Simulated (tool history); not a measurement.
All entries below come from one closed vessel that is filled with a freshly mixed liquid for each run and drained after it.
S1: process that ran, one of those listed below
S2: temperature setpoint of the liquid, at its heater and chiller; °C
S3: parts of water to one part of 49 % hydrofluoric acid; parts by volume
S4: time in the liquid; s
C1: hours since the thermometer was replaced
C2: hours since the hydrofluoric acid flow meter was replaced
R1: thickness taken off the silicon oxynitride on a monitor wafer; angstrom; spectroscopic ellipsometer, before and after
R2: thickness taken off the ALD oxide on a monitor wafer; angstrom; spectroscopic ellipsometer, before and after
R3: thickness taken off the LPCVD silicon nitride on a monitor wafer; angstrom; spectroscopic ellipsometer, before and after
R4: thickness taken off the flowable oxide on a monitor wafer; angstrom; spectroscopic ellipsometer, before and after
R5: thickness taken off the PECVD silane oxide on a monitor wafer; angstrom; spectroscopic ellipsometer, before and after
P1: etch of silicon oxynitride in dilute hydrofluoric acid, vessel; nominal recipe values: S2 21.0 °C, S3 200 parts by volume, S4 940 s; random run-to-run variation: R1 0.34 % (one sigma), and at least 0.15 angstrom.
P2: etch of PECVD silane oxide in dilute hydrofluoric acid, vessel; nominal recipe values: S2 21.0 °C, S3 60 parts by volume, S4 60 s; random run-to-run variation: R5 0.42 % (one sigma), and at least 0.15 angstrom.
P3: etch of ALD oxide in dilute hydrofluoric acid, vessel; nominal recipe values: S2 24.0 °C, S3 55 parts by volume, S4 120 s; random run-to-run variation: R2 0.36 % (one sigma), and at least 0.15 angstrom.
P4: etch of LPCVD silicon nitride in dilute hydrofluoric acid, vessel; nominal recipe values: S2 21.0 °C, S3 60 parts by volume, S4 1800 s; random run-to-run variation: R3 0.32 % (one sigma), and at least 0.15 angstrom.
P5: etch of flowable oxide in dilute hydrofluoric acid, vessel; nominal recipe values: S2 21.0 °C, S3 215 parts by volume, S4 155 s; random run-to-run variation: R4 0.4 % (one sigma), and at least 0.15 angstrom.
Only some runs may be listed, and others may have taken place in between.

| run | hour | S1 | S2 | S3 | S4 | C1 | C2 | R1 | R2 | R3 | R4 | R5 |
|---|---|---|---|---|---|---|---|---|---|---|---|---|
| 1 | 6.3 | P1 | 21.0 | 200 | 940 | 1420.2 | 332.8 | 130.640 |  |  |  |  |
| 2 | 10.8 | P3 | 24.0 | 90 | 120 | 1424.7 | 337.3 |  | 191.16 |  |  |  |
| 3 | 16.0 | P4 | 21.0 | 60 | 970 | 1429.9 | 342.5 |  |  | 63.208 |  |  |
| 4 | 21.4 | P3 | 24.0 | 55 | 225 | 1435.3 | 347.9 |  | 613.73 |  |  |  |
| 5 | 25.4 | P1 | 21.0 | 325 | 940 | 1439.3 | 351.9 | 74.369 |  |  |  |  |
| 6 | 28.7 | P1 | 17.0 | 45 | 940 | 1442.6 | 355.2 | 527.770 |  |  |  |  |
| 7 | 32.5 | P1 | 28.5 | 200 | 940 | 1446.4 | 359.0 | 181.840 |  |  |  |  |
| 8 | 36.0 | P1 | 21.0 | 200 | 475 | 1449.9 | 362.5 | 65.777 |  |  |  |  |
| 9 | 41.4 | P5 | 21.0 | 215 | 255 | 1455.3 | 367.9 |  |  |  | 470.02 |  |
| 10 | 44.9 | P2 | 29.5 | 60 | 60 | 1458.8 | 371.4 |  |  |  |  | 254.85 |
| 11 | 49.8 | P1 | 21.0 | 200 | 940 | 1463.7 | 376.3 | 130.450 |  |  |  |  |
| 12 | 55.5 | P1 | 21.0 | 200 | 940 | 1469.4 | 382.0 | 130.360 |  |  |  |  |
| 13 | 59.1 | P1 | 21.0 | 200 | 940 | 1473.0 | 385.6 | 130.530 |  |  |  |  |
| 14 | 64.5 | P2 | 21.0 | 60 | 120 | 1478.4 | 391.0 |  |  |  |  | 361.22 |
| 15 | 68.6 | P1 | 17.0 | 200 | 940 | 1482.5 | 395.1 | 108.510 |  |  |  |  |
| 16 | 73.2 | P1 | 29.0 | 200 | 1700 | 1487.1 | 399.7 | 335.780 |  |  |  |  |
| 17 | 79.3 | P5 | 21.0 | 215 | 155 | 1493.2 | 405.8 |  |  |  | 284.41 |  |
| 18 | 84.1 | P1 | 21.0 | 35 | 940 | 1498.0 | 410.6 | 836.970 |  |  |  |  |
| 19 | 89.5 | P4 | 21.0 | 60 | 1800 | 1503.4 | 416.0 |  |  | 118.200 |  |  |
| 20 | 95.6 | P2 | 21.0 | 100 | 60 | 1509.5 | 422.1 |  |  |  |  | 102.72 |
| 21 | 102.0 | P3 | 19.0 | 55 | 120 | 1515.9 | 428.5 |  | 266.16 |  |  |  |
|  | 104.9 | thermometer replaced |
| 22 | 104.9 | P2 | 21.0 | 60 | 60 | 0.0 | 431.4 |  |  |  |  | 179.96 |
| 23 | 110.7 | P5 | 21.0 | 55 | 155 | 5.8 | 437.2 |  |  |  | 1331.70 |  |
| 24 | 115.4 | P1 | 21.0 | 200 | 940 | 10.5 | 441.9 | 130.570 |  |  |  |  |
| 25 | 119.5 | P4 | 17.0 | 60 | 1800 | 14.6 | 446.0 |  |  | 89.410 |  |  |
| 26 | 123.9 | P1 | 17.0 | 45 | 940 | 19.0 | 450.4 | 532.250 |  |  |  |  |
| 27 | 127.0 | P5 | 28.5 | 215 | 155 | 22.1 | 453.5 |  |  |  | 375.16 |  |
| 28 | 130.9 | P4 | 21.0 | 30 | 1800 | 26.0 | 457.4 |  |  | 231.040 |  |  |
| 29 | 136.5 | P1 | 21.0 | 200 | 940 | 31.6 | 463.0 | 130.690 |  |  |  |  |
| 30 | 139.4 | P3 | 24.0 | 55 | 120 | 34.5 | 465.9 |  | 328.13 |  |  |  |
| 31 | 144.2 | P1 | 21.0 | 200 | 1530 | 39.3 | 470.7 | 214.020 |  |  |  |  |
| 32 | 150.1 | P3 | 24.0 | 55 | 120 | 45.2 | 476.6 |  | 326.97 |  |  |  |
| 33 | 152.9 | P1 | 21.0 | 200 | 940 | 48.0 | 479.4 | 129.770 |  |  |  |  |
| 34 | 158.9 | P1 | 21.0 | 200 | 940 | 54.0 | 485.4 | 134.410 |  |  |  |  |
| 35 | 164.2 | P1 | 21.0 | 200 | 940 | 59.3 | 490.7 | 135.590 |  |  |  |  |
| 36 | 169.0 | P1 | 21.0 | 200 | 940 | 64.1 | 495.5 | 137.750 |  |  |  |  |
| 37 | 173.1 | P1 | 21.0 | 200 | 940 | 68.2 | 499.6 | 137.260 |  |  |  |  |
| 38 | 177.4 | P1 | 21.0 | 200 | 940 | 72.5 | 503.9 | 138.030 |  |  |  |  |
| 39 | 183.0 | P1 | 21.0 | 200 | 940 | 78.1 | 509.5 | 138.590 |  |  |  |  |
| 40 | 189.2 | P1 | 21.0 | 200 | 940 | 84.3 | 515.7 | 139.200 |  |  |  |  |
| 41 | 194.6 | P1 | 21.0 | 200 | 940 | 89.7 | 521.1 | 139.210 |  |  |  |  |
| 42 | 200.2 | P1 | 21.0 | 200 | 940 | 95.3 | 526.7 | 139.060 |  |  |  |  |

What P1 gives has crept off from where it sat before. The 2 causes that follow fit the log equally well, each at the size noted:
A: hydrofluoric acid flow above the setpoint (%) = 5.92
B: liquid hotter than its thermometer reads (K) = 1.43
Creep in the process output first set in at about hour 152.9.

Each of the 4 check runs below uses one wafer; its results are left as question marks. Which run tells the causes apart?
| check 1 | 205.8 | P2 | 24.0 | 60 | 100 |  |  |  |  |  |  | ? |
| check 2 | 205.8 | P5 | 21.0 | 55 | 155 |  |  |  |  |  | ? |  |
| check 3 | 205.8 | P4 | 17.0 | 60 | 1800 |  |  |  |  | ? |  |  |
| check 4 | 205.8 | P3 | 24.0 | 85 | 225 |  |  |  | ? |  |  |  |

What each check would give under each cause:
| check | result | if A | if B |
|---|---|---|---|
| check 1 | R5 | 361.98 | 360.61 |
| check 2 | R4 | 1410.00 | 1407.90 |
| check 3 | R3 | 94.589 | 98.941 |
| check 4 | R2 | 407.33 | 404.66 |
How far apart the two closest causes lie, in the result that separates them most: check 1 0.38 %; check 2 0.15 %; check 3 4.5 %; check 4 0.66 %
Check 3 is the one run that separates the causes; every other check would come out nearly the same whichever cause is at work.

Running check 3 produced the following: R3 98.936 angstrom. Which one of the listed causes fits?

The correct cause is B, namely: liquid hotter than its thermometer reads (K).
